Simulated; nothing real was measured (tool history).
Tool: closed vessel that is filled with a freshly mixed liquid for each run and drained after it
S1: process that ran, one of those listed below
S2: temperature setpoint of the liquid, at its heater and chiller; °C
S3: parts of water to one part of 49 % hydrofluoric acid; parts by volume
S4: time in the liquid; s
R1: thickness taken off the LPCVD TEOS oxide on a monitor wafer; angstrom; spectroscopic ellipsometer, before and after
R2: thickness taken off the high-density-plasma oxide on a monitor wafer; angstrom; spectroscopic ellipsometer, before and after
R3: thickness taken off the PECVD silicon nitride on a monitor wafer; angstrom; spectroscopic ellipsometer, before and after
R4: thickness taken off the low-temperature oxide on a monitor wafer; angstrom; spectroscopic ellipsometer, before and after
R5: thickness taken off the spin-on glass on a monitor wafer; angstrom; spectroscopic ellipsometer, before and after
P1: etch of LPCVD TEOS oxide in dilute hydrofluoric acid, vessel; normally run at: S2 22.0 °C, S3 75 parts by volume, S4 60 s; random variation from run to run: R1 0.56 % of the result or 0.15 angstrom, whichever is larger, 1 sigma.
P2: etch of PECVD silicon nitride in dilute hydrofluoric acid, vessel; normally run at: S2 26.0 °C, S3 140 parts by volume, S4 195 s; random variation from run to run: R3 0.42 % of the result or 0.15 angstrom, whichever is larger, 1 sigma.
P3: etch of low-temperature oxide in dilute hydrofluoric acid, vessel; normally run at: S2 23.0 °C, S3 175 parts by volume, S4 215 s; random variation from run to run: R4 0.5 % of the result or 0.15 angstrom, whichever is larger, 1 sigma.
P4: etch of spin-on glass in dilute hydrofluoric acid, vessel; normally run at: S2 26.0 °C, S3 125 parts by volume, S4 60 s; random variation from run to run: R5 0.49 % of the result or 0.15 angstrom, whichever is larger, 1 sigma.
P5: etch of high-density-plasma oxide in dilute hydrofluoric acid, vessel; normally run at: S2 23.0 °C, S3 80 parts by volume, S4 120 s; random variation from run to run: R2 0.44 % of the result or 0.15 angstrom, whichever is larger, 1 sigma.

run	day	S1	S2	S3	S4	R1	R2	R3	R4	R5
1	0.583	P1	22.0	75	60	327.98				
2	0.925	P5	23.0	80	120		75.031			
3	1.450	P1	22.0	75	60	329.48				
4	2.062	P1	17.0	75	60	268.46				
5	2.662	P1	22.0	75	90	492.43				
6	3.050	P1	26.0	135	60	198.76				
7	3.600	P2	30.0	140	195			116.020		
8	4.158	P1	22.0	75	60	325.78				
9	4.812	P5	23.0	115	120		50.320			
10	5.408	P3	23.0	175	215				115.920	
11	6.021	P2	26.0	30	195			411.170		
12	6.583	P3	23.0	315	215				56.132	
13	7.000	P1	22.0	75	30	163.35				
14	7.592	P4	26.0	125	85					211.15
15	7.958	P4	21.5	125	60					124.33
16	8.417	P4	26.0	30	60					714.20
# day 8.442: thermometer replaced
17	8.954	P1	22.0	75	60	328.70				
18	9.404	P3	17.0	175	215				91.836	
19	9.896	P1	25.5	75	60	379.31				
20	10.542	P2	26.0	140	195			89.012		
21	11.183	P2	26.0	140	195			89.247		
22	11.604	P1	22.0	110	60	214.69				
23	12.229	P3	23.0	175	415				222.070	
24	12.821	P5	23.0	80	35		22.150			
25	13.312	P1	22.0	75	60	323.85				
26	13.892	P5	27.0	80	120		87.583			
27	14.412	P1	30.0	75	90	675.81				
28	14.712	P1	22.0	30	60	870.13				
29	15.383	P5	23.0	80	120		74.841			
30	16.042	P4	26.0	125	60					149.35
31	16.596	P1	22.0	75	60	325.81				
32	17.042	P2	26.0	140	305			140.880		
33	17.458	P1	22.0	75	60	328.02				
34	17.933	P1	22.0	75	60	340.35				
35	18.367	P1	22.0	75	60	346.31				
36	18.833	P1	22.0	75	60	344.86				
37	19.488	P1	22.0	75	60	349.23				
38	20.075	P1	22.0	75	60	353.76				
39	20.754	P1	22.0	75	60	350.21				

What P1 gives has crept away from where it was. These 2 causes fit the log equally well, each at the size given:
A: liquid hotter than its thermometer reads (K) = 1.74
B: hydrofluoric acid flow above the setpoint (%) = 6.72
The creep began at about day 17.458.

4 check runs are offered, one wafer each, their results left as question marks. Which one tells the causes apart?
check 1	21.433	P2	26.0	140	195			?		
check 2	21.433	P3	23.0	175	215				?	
check 3	21.433	P5	23.0	80	120		?			
check 4	21.433	P4	26.0	125	60					?

What each check would give under each cause:
check	result	if A	if B
check 1	R3	100.060	95.642
check 2	R4	123.380	124.820
check 3	R2	80.456	80.559
check 4	R5	160.52	161.98
How far apart the two closest causes lie, in the result that separates them most: check 1 4.51 %; check 2 1.16 %; check 3 0.13 %; check 4 0.9 %
Check 1 tells the causes apart: in the others they would give nearly the same result.

Check 1 was then run and gave: R3 95.025 angstrom. Which cause is it?

It is B: hydrofluoric acid flow above the setpoint (%).
